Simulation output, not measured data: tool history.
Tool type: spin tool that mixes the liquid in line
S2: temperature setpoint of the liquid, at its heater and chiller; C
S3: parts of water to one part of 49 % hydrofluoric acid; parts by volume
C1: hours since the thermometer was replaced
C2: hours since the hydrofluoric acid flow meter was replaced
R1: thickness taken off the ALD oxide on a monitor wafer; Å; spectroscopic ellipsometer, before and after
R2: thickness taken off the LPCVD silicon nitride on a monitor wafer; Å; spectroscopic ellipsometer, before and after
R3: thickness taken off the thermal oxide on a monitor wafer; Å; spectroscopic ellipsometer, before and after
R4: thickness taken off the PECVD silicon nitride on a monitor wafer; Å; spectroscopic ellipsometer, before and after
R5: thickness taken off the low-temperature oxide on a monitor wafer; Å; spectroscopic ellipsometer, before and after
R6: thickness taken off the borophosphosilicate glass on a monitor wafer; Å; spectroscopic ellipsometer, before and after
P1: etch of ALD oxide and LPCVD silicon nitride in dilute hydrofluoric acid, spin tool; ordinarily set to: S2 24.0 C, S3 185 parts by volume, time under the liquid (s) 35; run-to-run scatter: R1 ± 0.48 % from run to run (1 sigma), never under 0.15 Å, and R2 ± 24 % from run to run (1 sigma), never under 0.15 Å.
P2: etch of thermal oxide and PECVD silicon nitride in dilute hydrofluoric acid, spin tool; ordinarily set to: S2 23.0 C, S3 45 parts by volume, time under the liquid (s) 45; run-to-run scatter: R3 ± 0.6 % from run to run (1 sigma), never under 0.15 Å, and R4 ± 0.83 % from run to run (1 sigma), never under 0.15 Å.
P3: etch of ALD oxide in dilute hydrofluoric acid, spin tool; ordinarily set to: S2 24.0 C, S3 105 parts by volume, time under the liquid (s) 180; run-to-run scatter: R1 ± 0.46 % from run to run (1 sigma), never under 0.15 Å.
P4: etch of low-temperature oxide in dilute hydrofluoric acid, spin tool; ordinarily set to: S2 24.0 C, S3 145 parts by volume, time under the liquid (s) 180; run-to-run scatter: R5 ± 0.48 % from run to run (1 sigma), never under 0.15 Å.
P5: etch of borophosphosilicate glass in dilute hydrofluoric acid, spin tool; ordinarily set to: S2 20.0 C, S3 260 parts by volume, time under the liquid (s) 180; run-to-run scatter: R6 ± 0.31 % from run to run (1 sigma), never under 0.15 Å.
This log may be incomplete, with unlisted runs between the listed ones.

{"run": 1, "day": 0.346, "process that ran": "P1", "S2": 24.0, "S3": 185, "time under the liquid (s)": 35, "C1": 1027.7, "C2": 123.7, "R1": 57.047, "R2": 1.0828}
{"run": 2, "day": 0.762, "process that ran": "P1", "S2": 24.0, "S3": 185, "time under the liquid (s)": 35, "C1": 1037.7, "C2": 133.7, "R1": 57.044, "R2": 0.814}
{"run": 3, "day": 1.167, "process that ran": "P2", "S2": 23.0, "S3": 45, "time under the liquid (s)": 25, "C1": 1047.4, "C2": 143.4, "R3": 26.585, "R4": 18.376}
{"run": 4, "day": 1.6, "process that ran": "P1", "S2": 28.0, "S3": 185, "time under the liquid (s)": 35, "C1": 1057.8, "C2": 153.8, "R1": 65.931, "R2": 0.97034}
{"run": 5, "day": 2.083, "process that ran": "P1", "S2": 24.0, "S3": 185, "time under the liquid (s)": 55, "C1": 1069.4, "C2": 165.4, "R1": 89.468, "R2": 2.2663}
{"run": 6, "day": 2.625, "process that ran": "P2", "S2": 23.0, "S3": 65, "time under the liquid (s)": 45, "C1": 1082.4, "C2": 178.4, "R3": 31.937, "R4": 22.487}
{"run": 7, "day": 2.925, "process that ran": "P4", "S2": 24.0, "S3": 145, "time under the liquid (s)": 330, "C1": 1089.6, "C2": 185.6, "R5": 234.06}
{"run": 8, "day": 3.521, "process that ran": "P3", "S2": 24.0, "S3": 180, "time under the liquid (s)": 180, "C1": 1103.9, "C2": 199.9, "R1": 135.07}
{"run": 9, "day": 3.958, "process that ran": "P3", "S2": 24.0, "S3": 105, "time under the liquid (s)": 70, "C1": 1114.4, "C2": 210.4, "R1": 98.154}
{"run": 10, "day": 4.35, "process that ran": "P5", "S2": 20.0, "S3": 135, "time under the liquid (s)": 180, "C1": 1123.8, "C2": 219.8, "R6": 424.88}
{"run": 11, "day": 4.642, "process that ran": "P3", "S2": 24.0, "S3": 105, "time under the liquid (s)": 180, "C1": 1130.8, "C2": 226.8, "R1": 252.65}
{"run": 12, "day": 5.05, "process that ran": "P1", "S2": 24.0, "S3": 185, "time under the liquid (s)": 35, "C1": 1140.6, "C2": 236.6, "R1": 57.383, "R2": 1.0843}
{"run": 13, "day": 5.425, "process that ran": "P1", "S2": 24.0, "S3": 45, "time under the liquid (s)": 35, "C1": 1149.6, "C2": 245.6, "R1": 276.41, "R2": 3.474}
{"run": 14, "day": 6.038, "process that ran": "P4", "S2": 19.5, "S3": 145, "time under the liquid (s)": 180, "C1": 1164.3, "C2": 260.3, "R5": 107.46}
{"run": 15, "day": 6.333, "process that ran": "P5", "S2": 20.0, "S3": 260, "time under the liquid (s)": 260, "C1": 1171.4, "C2": 267.4, "R6": 282.39}
{"run": 16, "day": 6.671, "process that ran": "P1", "S2": 24.0, "S3": 185, "time under the liquid (s)": 15, "C1": 1179.5, "C2": 275.5, "R1": 24.252, "R2": 0.42226}
{"run": 17, "day": 7.162, "process that ran": "P1", "S2": 20.0, "S3": 185, "time under the liquid (s)": 65, "C1": 1191.3, "C2": 287.3, "R1": 89.924, "R2": 1.2685}
{"run": 18, "day": 7.629, "process that ran": "P3", "S2": 19.0, "S3": 105, "time under the liquid (s)": 180, "C1": 1202.5, "C2": 298.5, "R1": 208.41}
{"run": 19, "day": 7.917, "process that ran": "P2", "S2": 23.0, "S3": 45, "time under the liquid (s)": 45, "C1": 1209.4, "C2": 305.4, "R3": 47.598, "R4": 32.315}
{"run": 20, "day": 8.488, "process that ran": "P5", "S2": 20.0, "S3": 260, "time under the liquid (s)": 180, "C1": 1223.1, "C2": 319.1, "R6": 195.65}
{"run": 21, "day": 8.812, "process that ran": "P1", "S2": 24.0, "S3": 185, "time under the liquid (s)": 35, "C1": 1230.9, "C2": 326.9, "R1": 57.231, "R2": 1.0207}
{"run": 22, "day": 9.221, "process that ran": "P4", "S2": 24.0, "S3": 145, "time under the liquid (s)": 180, "C1": 1240.7, "C2": 336.7, "R5": 129.19}
{"run": 23, "day": 9.646, "process that ran": "P2", "S2": 28.0, "S3": 45, "time under the liquid (s)": 45, "C1": 1250.9, "C2": 346.9, "R3": 57.755, "R4": 45.415}
{"run": 24, "day": 10.204, "process that ran": "P1", "S2": 24.0, "S3": 260, "time under the liquid (s)": 50, "C1": 1264.3, "C2": 360.3, "R1": 53.144, "R2": 0.87068}
{"run": 25, "day": 10.625, "process that ran": "P1", "S2": 24.0, "S3": 265, "time under the liquid (s)": 35, "C1": 1274.4, "C2": 370.4, "R1": 36.421, "R2": 0.97111}
{"run": 26, "day": 11.146, "process that ran": "P2", "S2": 23.0, "S3": 45, "time under the liquid (s)": 45, "C1": 1286.9, "C2": 382.9, "R3": 47.416, "R4": 32.59}
{"run": 27, "day": 11.675, "process that ran": "P4", "S2": 24.0, "S3": 145, "time under the liquid (s)": 180, "C1": 1299.6, "C2": 395.6, "R5": 127.9}
{"run": 28, "day": 12.042, "process that ran": "P1", "S2": 20.0, "S3": 185, "time under the liquid (s)": 35, "C1": 1308.4, "C2": 404.4, "R1": 49.026, "R2": 0.72339}
{"run": 29, "day": 12.538, "process that ran": "P5", "S2": 28.0, "S3": 260, "time under the liquid (s)": 180, "C1": 1320.3, "C2": 416.3, "R6": 260.28}
{"run": 30, "day": 12.867, "process that ran": "P4", "S2": 24.0, "S3": 35, "time under the liquid (s)": 180, "C1": 1328.2, "C2": 424.2, "R5": 612.59}

For run 31, what comes out?
{"run": 31, "day": 13.2, "process that ran": "P1", "S2": 24.0, "S3": 185, "time under the liquid (s)": 35, "C1": 1336.2, "C2": 432.2, "R1": "?", "R2": "?"}

R1: 56.738 Å
R2: 0.99613 Å
